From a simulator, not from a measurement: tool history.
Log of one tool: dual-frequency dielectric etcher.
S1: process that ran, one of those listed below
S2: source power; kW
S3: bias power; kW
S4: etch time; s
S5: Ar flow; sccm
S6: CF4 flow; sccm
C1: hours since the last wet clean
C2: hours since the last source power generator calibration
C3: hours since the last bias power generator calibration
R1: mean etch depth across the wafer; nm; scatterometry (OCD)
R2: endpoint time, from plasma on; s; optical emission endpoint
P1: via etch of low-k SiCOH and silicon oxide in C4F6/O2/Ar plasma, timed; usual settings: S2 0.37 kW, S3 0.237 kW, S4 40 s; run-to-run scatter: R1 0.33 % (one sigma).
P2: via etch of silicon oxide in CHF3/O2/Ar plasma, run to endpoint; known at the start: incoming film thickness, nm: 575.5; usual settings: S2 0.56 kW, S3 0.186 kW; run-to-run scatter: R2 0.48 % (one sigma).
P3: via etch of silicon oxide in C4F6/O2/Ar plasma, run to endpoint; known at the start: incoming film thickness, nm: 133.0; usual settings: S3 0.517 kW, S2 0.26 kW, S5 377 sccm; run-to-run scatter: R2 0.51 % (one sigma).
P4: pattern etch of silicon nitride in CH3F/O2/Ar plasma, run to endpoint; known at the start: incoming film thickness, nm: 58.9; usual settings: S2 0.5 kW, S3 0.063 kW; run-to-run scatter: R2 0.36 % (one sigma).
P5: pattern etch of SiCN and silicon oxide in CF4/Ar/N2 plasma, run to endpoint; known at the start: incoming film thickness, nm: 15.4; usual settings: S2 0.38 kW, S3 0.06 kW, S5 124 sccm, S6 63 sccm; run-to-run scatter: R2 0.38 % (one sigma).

{"run": 1, "hour": 12.0, "S1": "P1", "S2": 0.37, "S3": 0.237, "S4": 40, "C1": 383.7, "C2": 1884.4, "C3": 809.3, "R1": 108.62}
{"run": 2, "hour": 24.1, "S1": "P3", "S2": 0.18, "S3": 0.517, "S5": 377, "C1": 395.8, "C2": 1896.5, "C3": 821.4, "R2": 40.016}
{"run": 3, "hour": 32.6, "S1": "P1", "S2": 0.37, "S3": 0.291, "S4": 40, "C1": 404.3, "C2": 1905, "C3": 829.9, "R1": 116.48}
{"run": 4, "hour": 40.2, "S1": "P5", "S2": 0.38, "S3": 0.06, "S5": 151, "S6": 63, "C1": 411.9, "C2": 1912.6, "C3": 837.5, "R2": 24.213}
{"run": 5, "hour": 51.1, "S1": "P1", "S2": 0.31, "S3": 0.325, "S4": 40, "C1": 422.8, "C2": 1923.5, "C3": 848.4, "R1": 113.39}
{"run": 6, "hour": 58.6, "S1": "P3", "S2": 0.26, "S3": 0.517, "S5": 377, "C1": 430.3, "C2": 1931, "C3": 855.9, "R2": 35.411}
{"run": 7, "hour": 70.5, "S1": "P5", "S2": 0.38, "S3": 0.06, "S5": 124, "S6": 82, "C1": 442.2, "C2": 1942.9, "C3": 867.8, "R2": 22.319}
{"run": 8, "hour": 78.5, "S1": "P1", "S2": 0.37, "S3": 0.237, "S4": 40, "C1": 450.2, "C2": 1950.9, "C3": 875.8, "R1": 108.3}
{"run": 9, "hour": 84.8, "S1": "P4", "S2": 0.65, "S3": 0.063, "C1": 456.5, "C2": 1957.2, "C3": 882.1, "R2": 76.376}
{"run": 10, "hour": 92.9, "S1": "P5", "S2": 0.38, "S3": 0.06, "S5": 124, "S6": 63, "C1": 464.6, "C2": 1965.3, "C3": 890.2, "R2": 23.312}
{"run": 11, "hour": 99.4, "S1": "P1", "S2": 0.37, "S3": 0.237, "S4": 58, "C1": 471.1, "C2": 1971.8, "C3": 896.7, "R1": 157.49}
{"run": 12, "hour": 109.7, "S1": "P3", "S2": 0.26, "S3": 0.517, "S5": 449, "C1": 481.4, "C2": 1982.1, "C3": 907, "R2": 36.046}
{"run": 13, "hour": 116.9, "S1": "P3", "S2": 0.26, "S3": 0.517, "S5": 377, "C1": 488.6, "C2": 1989.3, "C3": 914.2, "R2": 34.79}
{"run": 14, "hour": 124.2, "S1": "P5", "S2": 0.47, "S3": 0.06, "S5": 124, "S6": 63, "C1": 495.9, "C2": 1996.6, "C3": 921.5, "R2": 19.226}
{"run": 15, "hour": 130.8, "S1": "P4", "S2": 0.5, "S3": 0.063, "C1": 502.5, "C2": 2003.2, "C3": 928.1, "R2": 84.325}
{"run": 16, "hour": 136.3, "S1": "P1", "S2": 0.3, "S3": 0.237, "S4": 40, "C1": 508, "C2": 2008.7, "C3": 933.6, "R1": 100.21}
{"run": 17, "hour": 143.4, "S1": "P1", "S2": 0.37, "S3": 0.237, "S4": 27.5, "C1": 515.1, "C2": 2015.8, "C3": 940.7, "R1": 74.46}
{"run": 18, "hour": 149.6, "S1": "P2", "S2": 0.56, "S3": 0.186, "C1": 521.3, "C2": 2022, "C3": 946.9, "R2": 297.6}
{"run": 19, "hour": 157.7, "S1": "P4", "S2": 0.5, "S3": 0.063, "C1": 529.4, "C2": 2030.1, "C3": 955, "R2": 84.471}
{"run": 20, "hour": 163.8, "S1": "P1", "S2": 0.37, "S3": 0.237, "S4": 40, "C1": 535.5, "C2": 2036.2, "C3": 961.1, "R1": 108.62}
{"run": 21, "hour": 173.1, "S1": "P1", "S2": 0.37, "S3": 0.237, "S4": 40, "C1": 544.8, "C2": 2045.5, "C3": 970.4, "R1": 108.67}
{"run": 22, "hour": 179.0, "S1": "P1", "S2": 0.37, "S3": 0.177, "S4": 40, "C1": 550.7, "C2": 2051.4, "C3": 976.3, "R1": 98.564}
{"run": 23, "hour": 186.6, "S1": "P1", "S2": 0.46, "S3": 0.237, "S4": 40, "C1": 558.3, "C2": 2059, "C3": 983.9, "R1": 118.12}
{"run": 24, "hour": 196.1, "S1": "P2", "S2": 0.75, "S3": 0.186, "C1": 567.8, "C2": 2068.5, "C3": 993.4, "R2": 266.08}
{"run": 25, "hour": 203.0, "S1": "P2", "S2": 0.56, "S3": 0.254, "C1": 574.7, "C2": 2075.4, "C3": 1000.3, "R2": 266.66}
{"run": 26, "hour": 215.3, "S1": "P3", "S2": 0.26, "S3": 0.697, "S5": 377, "C1": 587, "C2": 2087.7, "C3": 1012.6, "R2": 31.117}
{"run": 27, "hour": 224.6, "S1": "P1", "S2": 0.37, "S3": 0.312, "S4": 58.5, "C1": 596.3, "C2": 2097, "C3": 1021.9, "R1": 174.15}
{"run": 28, "hour": 236.7, "S1": "P5", "S2": 0.38, "S3": 0.041, "S5": 124, "S6": 63, "C1": 608.4, "C2": 2109.1, "C3": 1034, "R2": 26.451}
{"run": 29, "hour": 245.2, "S1": "P4", "S2": 0.5, "S3": 0.041, "C1": 616.9, "C2": 2117.6, "C3": 1042.5, "R2": 96.28}
{"run": 30, "hour": 252.8, "S1": "P1", "S2": 0.37, "S3": 0.237, "S4": 40, "C1": 624.5, "C2": 2125.2, "C3": 1050.1, "R1": 108.24}
{"run": 31, "hour": 262.6, "S1": "P1", "S2": 0.37, "S3": 0.237, "S4": 40, "C1": 634.3, "C2": 2135, "C3": 1059.9, "R1": 108.04}
{"run": 32, "hour": 274.0, "S1": "P1", "S2": 0.37, "S3": 0.237, "S4": 40, "C1": 645.7, "C2": 2146.4, "C3": 1071.3, "R1": 106.69}
{"run": 33, "hour": 280.4, "S1": "P1", "S2": 0.37, "S3": 0.237, "S4": 40, "C1": 652.1, "C2": 2152.8, "C3": 1077.7, "R1": 107.68}
{"run": 34, "hour": 289.4, "S1": "P1", "S2": 0.37, "S3": 0.237, "S4": 40, "C1": 661.1, "C2": 2161.8, "C3": 1086.7, "R1": 106.69}
{"hour": 293.9, "done": "wet clean of the chamber"}
{"run": 35, "hour": 295.4, "S1": "P1", "S2": 0.37, "S3": 0.237, "S4": 40, "C1": 1.6, "C2": 2167.8, "C3": 1092.7, "R1": 107.65}
{"run": 36, "hour": 305.8, "S1": "P1", "S2": 0.37, "S3": 0.237, "S4": 40, "C1": 12, "C2": 2178.2, "C3": 1103.1, "R1": 107.15}
{"run": 37, "hour": 311.7, "S1": "P1", "S2": 0.37, "S3": 0.237, "S4": 40, "C1": 17.9, "C2": 2184.1, "C3": 1109, "R1": 106.84}

What P1 gives has crept away from where it was. These 2 causes fit the log equally well, each at the size given:
A: source power that arrives under what is set, % = 4.19
B: bias power that arrives under what is set, % = 4.78
The creep began at about hour 252.8.
Why every other cause is out:
chamber walls in a state that lowers the etch rate, %: serviced at hour 293.9, which brought nothing back

4 check runs are offered, each on 2 wafers whose results are averaged, their results left as question marks. Which one tells the causes apart?
{"run": "check 1", "hour": 317.6, "S1": "P5", "S2": 0.38, "S3": 0.041, "S5": 124, "S6": 63, "R2": "?"}
{"run": "check 2", "hour": 317.6, "S1": "P3", "S2": 0.21, "S3": 0.692, "S5": 377, "R2": "?"}
{"run": "check 3", "hour": 317.6, "S1": "P4", "S2": 0.62, "S3": 0.047, "R2": "?"}
{"run": "check 4", "hour": 317.6, "S1": "P2", "S2": 0.75, "S3": 0.247, "R2": "?"}

What each check would give under each cause:
check=check_1 result=R2 if_A=27.495 if_B=26.878
check=check_2 result=R2 if_A=34.243 if_B=34.386
check=check_3 result=R2 if_A=86.605 if_B=86.376
check=check_4 result=R2 if_A=245.4 if_B=245.65
How far apart the two closest causes lie, in the result that separates them most: check 1 2.27 %; check 2 0.41 %; check 3 0.26 %; check 4 0.1 %
Check 1 tells the causes apart: in the others they would give nearly the same result.

Then check 1 was run and gave: R2 27.497 s. Which cause is it?

It is A: source power that arrives under what is set, %.
